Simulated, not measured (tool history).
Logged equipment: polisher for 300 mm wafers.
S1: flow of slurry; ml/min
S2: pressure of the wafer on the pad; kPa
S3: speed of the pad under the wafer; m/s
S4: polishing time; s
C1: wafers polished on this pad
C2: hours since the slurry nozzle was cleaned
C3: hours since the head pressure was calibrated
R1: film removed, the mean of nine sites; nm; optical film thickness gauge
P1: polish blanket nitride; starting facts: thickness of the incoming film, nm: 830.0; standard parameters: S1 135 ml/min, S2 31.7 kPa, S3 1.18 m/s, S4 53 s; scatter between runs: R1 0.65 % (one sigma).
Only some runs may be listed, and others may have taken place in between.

Run 1, day 0.479: S1 135 ml/min, S2 31.7 kPa, S3 1.18 m/s, S4 53 s; C1 475; C2 587.1; C3 490.8. Result: R1 139.390 nm.
Run 2, day 0.750: S1 135 ml/min, S2 31.7 kPa, S3 1.18 m/s, S4 53 s; C1 525; C2 593.6; C3 497.3. Result: R1 141.340 nm.
Run 3, day 1.233: S1 135 ml/min, S2 31.7 kPa, S3 1.78 m/s, S4 53 s; C1 613; C2 605.2; C3 508.9. Result: R1 196.070 nm.
At day 1.446: head pressure recalibrated.
Run 4, day 1.600: S1 135 ml/min, S2 14.5 kPa, S3 0.58 m/s, S4 53 s; C1 681; C2 614.0; C3 3.8. Result: R1 35.751 nm.
Run 5, day 2.033: S1 95 ml/min, S2 31.7 kPa, S3 1.18 m/s, S4 53 s; C1 760; C2 624.4; C3 14.2. Result: R1 128.900 nm.
Run 6, day 2.458: S1 135 ml/min, S2 31.7 kPa, S3 1.18 m/s, S4 53 s; C1 838; C2 634.6; C3 24.4. Result: R1 140.810 nm.
Run 7, day 2.892: S1 135 ml/min, S2 42.1 kPa, S3 1.18 m/s, S4 76 s; C1 918; C2 645.0; C3 34.8. Result: R1 264.130 nm.
Run 8, day 3.408: S1 135 ml/min, S2 17.9 kPa, S3 1.18 m/s, S4 53 s; C1 1012; C2 657.4; C3 47.2. Result: R1 79.617 nm.
Run 9, day 3.812: S1 135 ml/min, S2 31.7 kPa, S3 1.18 m/s, S4 24 s; C1 1086; C2 667.1; C3 56.9. Result: R1 64.350 nm.
Run 10, day 4.158: S1 135 ml/min, S2 31.7 kPa, S3 1.18 m/s, S4 53 s; C1 1150; C2 675.4; C3 65.2. Result: R1 138.880 nm.
Run 11, day 4.533: S1 135 ml/min, S2 31.7 kPa, S3 1.18 m/s, S4 53 s; C1 1219; C2 684.4; C3 74.2. Result: R1 139.350 nm.
Run 12, day 5.008: S1 135 ml/min, S2 31.7 kPa, S3 1.18 m/s, S4 53 s; C1 1306; C2 695.8; C3 85.6. Result: R1 139.470 nm.
Run 13, day 5.538: S1 175 ml/min, S2 31.7 kPa, S3 1.18 m/s, S4 53 s; C1 1403; C2 708.5; C3 98.3. Result: R1 147.370 nm.
Run 14, day 5.879: S1 135 ml/min, S2 31.7 kPa, S3 0.54 m/s, S4 53 s; C1 1466; C2 716.7; C3 106.5. Result: R1 74.871 nm.
Run 15, day 6.296: S1 135 ml/min, S2 31.7 kPa, S3 1.18 m/s, S4 79 s; C1 1542; C2 726.7; C3 116.5. Result: R1 209.740 nm.
Run 16, day 6.729: S1 135 ml/min, S2 31.7 kPa, S3 1.18 m/s, S4 53 s; C1 1622; C2 737.1; C3 126.9. Result: R1 142.290 nm.
Run 17, day 7.179: S1 135 ml/min, S2 49.0 kPa, S3 1.18 m/s, S4 53 s; C1 1704; C2 747.9; C3 137.7. Result: R1 217.060 nm.
Run 18, day 7.738: S1 135 ml/min, S2 31.7 kPa, S3 1.18 m/s, S4 53 s; C1 1806; C2 761.3; C3 151.1. Result: R1 141.460 nm.
Run 19, day 8.042: S1 135 ml/min, S2 31.7 kPa, S3 1.18 m/s, S4 53 s; C1 1862; C2 768.6; C3 158.4. Result: R1 136.220 nm.
Run 20, day 8.638: S1 135 ml/min, S2 31.7 kPa, S3 1.18 m/s, S4 53 s; C1 1972; C2 782.9; C3 172.7. Result: R1 130.700 nm.
Run 21, day 9.100: S1 135 ml/min, S2 31.7 kPa, S3 1.18 m/s, S4 53 s; C1 2056; C2 794.0; C3 183.8. Result: R1 128.510 nm.
Run 22, day 9.546: S1 135 ml/min, S2 31.7 kPa, S3 1.18 m/s, S4 53 s; C1 2138; C2 804.7; C3 194.5. Result: R1 128.790 nm.
At day 9.712: head pressure recalibrated.
Run 23, day 9.946: S1 135 ml/min, S2 31.7 kPa, S3 1.18 m/s, S4 53 s; C1 2212; C2 814.3; C3 5.7. Result: R1 126.870 nm.
Run 24, day 10.529: S1 135 ml/min, S2 31.7 kPa, S3 1.18 m/s, S4 53 s; C1 2319; C2 828.3; C3 19.7. Result: R1 126.710 nm.

Compared with where it was, what P1 gives has crept away. Each cause listed below fits the log as well as the rest, at the size given for it:
A: removal rate lost through wear of the pad, % = 9.35
B: slurry flow missing at the pad, % = 34.5
The onset of the drift is placed at about day 7.738.
All other causes, with the reason each is excluded:
head's pressure below its setpoint, %: was serviced at day 9.712, once the creep was under way, yet the earlier output never came back

The 4 check runs listed below each average the results of 3 wafers, and their outcomes are marked with question marks. Under which run would the listed causes produce clearly different results?
Run check 1, day 11.112: S1 135 ml/min, S2 31.7 kPa, S3 0.68 m/s, S4 53 s. Result: R1 ?.
Run check 2, day 11.112: S1 135 ml/min, S2 31.7 kPa, S3 1.18 m/s, S4 30 s. Result: R1 ?.
Run check 3, day 11.112: S1 135 ml/min, S2 48.3 kPa, S3 1.18 m/s, S4 53 s. Result: R1 ?.
Run check 4, day 11.112: S1 100 ml/min, S2 40.0 kPa, S3 1.18 m/s, S4 53 s. Result: R1 ?.

Expected result of each check under each candidate cause:
  check  result     if A     if B
check 1      R1   81.715   81.700
check 2      R1   71.886   71.873
check 3      R1  193.260  193.220
check 4      R1  149.920  145.550
Gap, in per cent, between the two causes that each check separates least, read from the result that separates them most: check 1 0.02 %; check 2 0.02 %; check 3 0.02 %; check 4 2.96 %
Of the check runs offered, only check 4 discriminates between the causes; the rest would read about the same regardless of which cause applies.

Here is what check 4 returned: R1 145.090 nm. Which cause is it?

Of the candidate causes, it is B: slurry flow missing at the pad, %.
